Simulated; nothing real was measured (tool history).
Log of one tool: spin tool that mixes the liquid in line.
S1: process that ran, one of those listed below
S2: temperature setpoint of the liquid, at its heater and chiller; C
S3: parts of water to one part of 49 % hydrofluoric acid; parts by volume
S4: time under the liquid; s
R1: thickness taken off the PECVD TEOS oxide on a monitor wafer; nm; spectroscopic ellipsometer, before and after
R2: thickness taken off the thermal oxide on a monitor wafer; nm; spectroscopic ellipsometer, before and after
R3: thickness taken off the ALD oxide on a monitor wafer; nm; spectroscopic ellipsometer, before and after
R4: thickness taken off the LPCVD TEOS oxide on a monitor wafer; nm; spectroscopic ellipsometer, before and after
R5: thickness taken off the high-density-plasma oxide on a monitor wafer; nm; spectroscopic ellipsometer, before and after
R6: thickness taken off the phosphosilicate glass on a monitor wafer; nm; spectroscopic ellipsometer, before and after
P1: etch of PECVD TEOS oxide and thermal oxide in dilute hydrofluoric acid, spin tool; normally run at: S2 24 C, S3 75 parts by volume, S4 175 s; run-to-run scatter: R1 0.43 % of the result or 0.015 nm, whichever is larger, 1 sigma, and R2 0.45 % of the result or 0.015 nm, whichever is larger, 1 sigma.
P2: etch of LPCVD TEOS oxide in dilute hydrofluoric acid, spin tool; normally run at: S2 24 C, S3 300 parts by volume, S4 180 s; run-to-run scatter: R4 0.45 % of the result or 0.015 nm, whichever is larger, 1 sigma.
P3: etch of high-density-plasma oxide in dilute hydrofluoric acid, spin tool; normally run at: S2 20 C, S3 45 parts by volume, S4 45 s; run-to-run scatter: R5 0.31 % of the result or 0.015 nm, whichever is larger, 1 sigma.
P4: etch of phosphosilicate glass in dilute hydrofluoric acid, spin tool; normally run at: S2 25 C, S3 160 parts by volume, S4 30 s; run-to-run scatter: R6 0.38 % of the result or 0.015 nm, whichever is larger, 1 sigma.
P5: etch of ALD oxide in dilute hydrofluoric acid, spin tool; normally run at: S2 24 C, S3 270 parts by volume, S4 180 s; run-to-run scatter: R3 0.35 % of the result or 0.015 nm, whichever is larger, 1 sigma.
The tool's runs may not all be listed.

run   hour  S1    S2   S3   S4      R1      R2      R3       R4      R5      R6
  1     14  P1    24   75  175  34.007  11.275
  2   26.4  P5    24  270  280                  11.805
  3     34  P2    24  300  180                           8.0336
  4     43  P1  32.5   75  175  47.466  15.826
  5   52.6  P1    24   75  350  68.087  22.513
  6   65.7  P5    24  270  180                  7.6053
  7   78.8  P1    24   75  175  33.871  11.266
  8   90.8  P3    20   45   45                                   8.1991
  9  104.1  P2    17  300  180                           6.2005
 10    111  P5    24   60  180                    43.3
 11  122.8  P1    24   35  175  76.603   25.69
 12  130.4  P4    25   90   30                                           24.257
 13  137.8  P4  17.5  160   30                                           9.3139
 14  148.1  P2    24  540  180                           3.5751
 15    157  P3    20   45   45                                   8.1933
 16  165.2  P3  24.5   45   45                                   9.8966
 17  179.2  P5  17.5  270  180                  5.9854
 18  186.7  P3    20   70   45                                    5.108
 19  201.2  P1    24   75  175  34.291  11.427
 20  214.8  P1  28.5   20  175  165.15  54.575
 21  227.7  P1    24   50  255  76.427  25.512
 22  236.7  P4    25  160   15                                           6.2754
 23  243.9  P1    24   75   90  17.441  5.8098
 24  256.5  P1    24   75  175  33.945  11.324
 25  265.3  P2    24  300   15                          0.65878
 26    273  P4    25  160   30                                           12.572
 27  281.6  P4    25  160   30                                           12.476
 28  296.3  P1    17   75  175  25.707   8.489
 29  310.6  P1    24  140  175  16.808  5.5974
 30    320  P3    20   45   80                                   14.654
 31  328.1  P1    24   75  175  33.877  11.317
 32  340.5  P1    24   75  175  32.804   11.02
 33  347.2  P1    24   75  175  32.852  10.976
 34  353.5  P1    24   75  175   32.56    10.9
 35  362.5  P1    24   75  175  32.162  10.841

Forecast run 36:
 36  369.6  P1  24  75  175   ?   ?

Run 36 gave R1 32.329 nm, R2 10.789 nm.
